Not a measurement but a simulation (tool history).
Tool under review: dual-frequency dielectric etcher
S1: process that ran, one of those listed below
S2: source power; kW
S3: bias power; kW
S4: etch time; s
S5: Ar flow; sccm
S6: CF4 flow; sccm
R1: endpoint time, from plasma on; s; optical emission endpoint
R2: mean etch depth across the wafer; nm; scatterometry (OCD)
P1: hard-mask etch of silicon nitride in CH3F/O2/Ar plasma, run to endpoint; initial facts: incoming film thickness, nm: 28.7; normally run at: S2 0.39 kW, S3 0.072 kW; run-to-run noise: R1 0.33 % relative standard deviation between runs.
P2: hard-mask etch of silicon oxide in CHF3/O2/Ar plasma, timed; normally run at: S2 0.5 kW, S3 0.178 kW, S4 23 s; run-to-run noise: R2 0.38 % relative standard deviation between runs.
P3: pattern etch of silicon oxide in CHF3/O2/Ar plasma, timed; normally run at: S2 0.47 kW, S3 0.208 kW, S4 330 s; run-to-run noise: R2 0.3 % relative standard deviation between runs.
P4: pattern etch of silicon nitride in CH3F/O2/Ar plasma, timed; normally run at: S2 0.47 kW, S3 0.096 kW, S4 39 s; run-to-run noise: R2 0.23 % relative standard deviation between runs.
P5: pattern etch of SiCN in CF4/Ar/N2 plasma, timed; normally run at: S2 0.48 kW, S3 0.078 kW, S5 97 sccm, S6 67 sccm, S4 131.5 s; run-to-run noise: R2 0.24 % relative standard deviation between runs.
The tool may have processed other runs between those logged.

Run 1, hour 6.8: S1 P1, S2 0.39 kW, S3 0.072 kW. Result: R1 42.738 s.
Run 2, hour 11.1: S1 P1, S2 0.31 kW, S3 0.099 kW. Result: R1 41.709 s.
Run 3, hour 17.5: S1 P1, S2 0.39 kW, S3 0.072 kW. Result: R1 42.619 s.
Run 4, hour 22.3: S1 P1, S2 0.33 kW, S3 0.091 kW. Result: R1 41.833 s.
Run 5, hour 27.4: S1 P1, S2 0.39 kW, S3 0.072 kW. Result: R1 42.493 s.
Run 6, hour 34.1: S1 P2, S2 0.5 kW, S3 0.178 kW, S4 23 s. Result: R2 42.599 nm.
Run 7, hour 38.8: S1 P1, S2 0.39 kW, S3 0.097 kW. Result: R1 38.642 s.
Run 8, hour 43.6: S1 P3, S2 0.47 kW, S3 0.14 kW, S4 330 s. Result: R2 552.25 nm.
Run 9, hour 50.3: S1 P5, S2 0.48 kW, S3 0.101 kW, S4 131.5 s, S5 97 sccm, S6 67 sccm. Result: R2 137.36 nm.
Run 10, hour 56.8: S1 P4, S2 0.47 kW, S3 0.096 kW, S4 39 s. Result: R2 33.172 nm.
Run 11, hour 61.8: S1 P5, S2 0.48 kW, S3 0.078 kW, S4 131.5 s, S5 97 sccm, S6 67 sccm. Result: R2 125.08 nm.
Run 12, hour 68.8: S1 P5, S2 0.48 kW, S3 0.078 kW, S4 102.5 s, S5 97 sccm, S6 67 sccm. Result: R2 97.591 nm.
Run 13, hour 72.4: S1 P1, S2 0.49 kW, S3 0.072 kW. Result: R1 39.375 s.
Run 14, hour 76.9: S1 P2, S2 0.5 kW, S3 0.178 kW, S4 34 s. Result: R2 62.798 nm.
Run 15, hour 81.2: S1 P5, S2 0.48 kW, S3 0.078 kW, S4 131.5 s, S5 97 sccm, S6 93 sccm. Result: R2 131.19 nm.
Run 16, hour 85.1: S1 P2, S2 0.5 kW, S3 0.243 kW, S4 23 s. Result: R2 47.586 nm.
Run 17, hour 92.2: S1 P1, S2 0.39 kW, S3 0.072 kW. Result: R1 42.607 s.
Run 18, hour 96.3: S1 P4, S2 0.47 kW, S3 0.096 kW, S4 23 s. Result: R2 19.524 nm.
Run 19, hour 100.6: S1 P4, S2 0.67 kW, S3 0.096 kW, S4 39 s. Result: R2 37.706 nm.
Run 20, hour 105.1: S1 P1, S2 0.39 kW, S3 0.072 kW. Result: R1 42.738 s.
Run 21, hour 110.1: S1 P2, S2 0.3 kW, S3 0.178 kW, S4 23 s. Result: R2 35.162 nm.
Run 22, hour 116.2: S1 P4, S2 0.47 kW, S3 0.096 kW, S4 39 s. Result: R2 33.086 nm.
Run 23, hour 120.7: S1 P3, S2 0.47 kW, S3 0.208 kW, S4 330 s. Result: R2 629.41 nm.
Run 24, hour 127.2: S1 P1, S2 0.29 kW, S3 0.072 kW. Result: R1 47.969 s.
Run 25, hour 131.9: S1 P1, S2 0.39 kW, S3 0.057 kW. Result: R1 45.993 s.
Run 26, hour 137: S1 P3, S2 0.34 kW, S3 0.208 kW, S4 330 s. Result: R2 560.22 nm.
Run 27, hour 144: S1 P3, S2 0.47 kW, S3 0.208 kW, S4 423.5 s. Result: R2 811.32 nm.
Run 28, hour 150.4: S1 P4, S2 0.47 kW, S3 0.072 kW, S4 39 s. Result: R2 29.979 nm.
Run 29, hour 156.9: S1 P1, S2 0.39 kW, S3 0.072 kW. Result: R1 42.547 s.
Run 30, hour 162.9: S1 P5, S2 0.63 kW, S3 0.078 kW, S4 131.5 s, S5 97 sccm, S6 67 sccm. Result: R2 158.56 nm.
Run 31, hour 169.7: S1 P5, S2 0.48 kW, S3 0.078 kW, S4 131.5 s, S5 126 sccm, S6 67 sccm. Result: R2 119.94 nm.
Run 32, hour 176.4: S1 P1, S2 0.3 kW, S3 0.093 kW. Result: R1 42.947 s.
Run 33, hour 180.7: S1 P5, S2 0.48 kW, S3 0.078 kW, S4 131.5 s, S5 97 sccm, S6 67 sccm. Result: R2 125.46 nm.
Run 34, hour 184.2: S1 P1, S2 0.39 kW, S3 0.072 kW. Result: R1 42.852 s.

Run 35 comes next. What will it give?
Run 35, hour 187.5: S1 P1, S2 0.39 kW, S3 0.072 kW. Result: R1 ?.

{"run 35": {"R1": 42.247}}

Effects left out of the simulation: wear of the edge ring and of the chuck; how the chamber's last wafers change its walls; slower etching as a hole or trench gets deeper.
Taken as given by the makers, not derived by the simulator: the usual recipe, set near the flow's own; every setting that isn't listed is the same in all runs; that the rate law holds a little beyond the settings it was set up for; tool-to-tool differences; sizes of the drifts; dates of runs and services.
